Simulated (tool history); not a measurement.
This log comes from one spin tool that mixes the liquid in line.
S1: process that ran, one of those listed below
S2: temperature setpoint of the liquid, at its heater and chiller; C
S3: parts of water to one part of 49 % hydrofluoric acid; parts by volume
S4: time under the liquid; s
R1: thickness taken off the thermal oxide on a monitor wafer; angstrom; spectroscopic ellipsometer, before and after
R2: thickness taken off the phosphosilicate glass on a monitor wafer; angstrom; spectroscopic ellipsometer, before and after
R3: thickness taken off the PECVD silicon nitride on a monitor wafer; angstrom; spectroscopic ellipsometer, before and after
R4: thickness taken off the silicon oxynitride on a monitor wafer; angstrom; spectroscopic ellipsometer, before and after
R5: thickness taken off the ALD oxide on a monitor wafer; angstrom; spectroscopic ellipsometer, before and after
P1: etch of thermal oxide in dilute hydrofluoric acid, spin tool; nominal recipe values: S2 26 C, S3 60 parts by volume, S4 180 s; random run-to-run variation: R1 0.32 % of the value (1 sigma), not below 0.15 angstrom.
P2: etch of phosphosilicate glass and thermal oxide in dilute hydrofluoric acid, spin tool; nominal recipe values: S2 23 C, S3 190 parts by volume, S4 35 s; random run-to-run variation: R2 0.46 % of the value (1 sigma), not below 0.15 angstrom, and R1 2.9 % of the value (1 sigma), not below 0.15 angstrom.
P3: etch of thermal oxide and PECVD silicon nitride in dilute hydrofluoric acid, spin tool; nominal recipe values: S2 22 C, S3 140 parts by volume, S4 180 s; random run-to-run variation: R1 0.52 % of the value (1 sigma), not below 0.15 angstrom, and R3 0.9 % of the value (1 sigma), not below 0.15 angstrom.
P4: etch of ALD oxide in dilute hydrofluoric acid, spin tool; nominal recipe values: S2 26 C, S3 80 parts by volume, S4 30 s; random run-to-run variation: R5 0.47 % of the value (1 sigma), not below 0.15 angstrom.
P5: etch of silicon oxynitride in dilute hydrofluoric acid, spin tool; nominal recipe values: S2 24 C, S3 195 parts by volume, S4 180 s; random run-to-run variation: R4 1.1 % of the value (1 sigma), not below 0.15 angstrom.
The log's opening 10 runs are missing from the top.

{"run": 11, "day": 1.612, "S1": "P3", "S2": 22, "S3": 140, "S4": 15, "R1": 4.4808, "R3": 2.3457}
{"run": 12, "day": 1.725, "S1": "P2", "S2": 23, "S3": 190, "S4": 50, "R1": 10.569, "R2": 264.42}
{"run": 13, "day": 1.85, "S1": "P1", "S2": 26, "S3": 60, "S4": 15, "R1": 13.867}
{"run": 14, "day": 2.029, "S1": "P5", "S2": 24, "S3": 195, "S4": 180, "R4": 19.83}
{"run": 15, "day": 2.138, "S1": "P2", "S2": 23, "S3": 95, "S4": 35, "R1": 16.365, "R2": 411.53}
{"run": 16, "day": 2.267, "S1": "P1", "S2": 26, "S3": 60, "S4": 180, "R1": 162.58}
{"run": 17, "day": 2.392, "S1": "P5", "S2": 29, "S3": 195, "S4": 180, "R4": 24.832}
{"run": 18, "day": 2.488, "S1": "P4", "S2": 26, "S3": 140, "S4": 30, "R5": 27.99}
{"run": 19, "day": 2.592, "S1": "P2", "S2": 23, "S3": 190, "S4": 35, "R1": 7.3852, "R2": 184.03}
{"run": 20, "day": 2.729, "S1": "P5", "S2": 24, "S3": 195, "S4": 180, "R4": 19.278}
{"run": 21, "day": 2.879, "S1": "P1", "S2": 26, "S3": 25, "S4": 180, "R1": 408.83}
{"run": 22, "day": 3.033, "S1": "P3", "S2": 26.5, "S3": 140, "S4": 180, "R1": 62.923, "R3": 38.036}
{"run": 23, "day": 3.183, "S1": "P3", "S2": 22, "S3": 140, "S4": 180, "R1": 53.044, "R3": 28.233}
{"run": 24, "day": 3.338, "S1": "P1", "S2": 26, "S3": 60, "S4": 180, "R1": 162.06}
{"run": 25, "day": 3.525, "S1": "P1", "S2": 26, "S3": 60, "S4": 340, "R1": 306.27}
{"run": 26, "day": 3.642, "S1": "P5", "S2": 24, "S3": 195, "S4": 60, "R4": 6.7975}
{"run": 27, "day": 3.783, "S1": "P1", "S2": 19, "S3": 60, "S4": 180, "R1": 121.47}
{"run": 28, "day": 3.912, "S1": "P1", "S2": 26, "S3": 90, "S4": 300, "R1": 173.3}
{"run": 29, "day": 4.058, "S1": "P4", "S2": 26, "S3": 80, "S4": 30, "R5": 52.986}
{"run": 30, "day": 4.146, "S1": "P4", "S2": 26, "S3": 80, "S4": 15, "R5": 26.614}
{"run": 31, "day": 4.258, "S1": "P1", "S2": 26, "S3": 60, "S4": 180, "R1": 162.28}

Predict the results of run 32:
{"run": 32, "day": 4.421, "S1": "P1", "S2": 26, "S3": 60, "S4": 180, "R1": "?"}

{"run 32": {"R1": 162.29}}
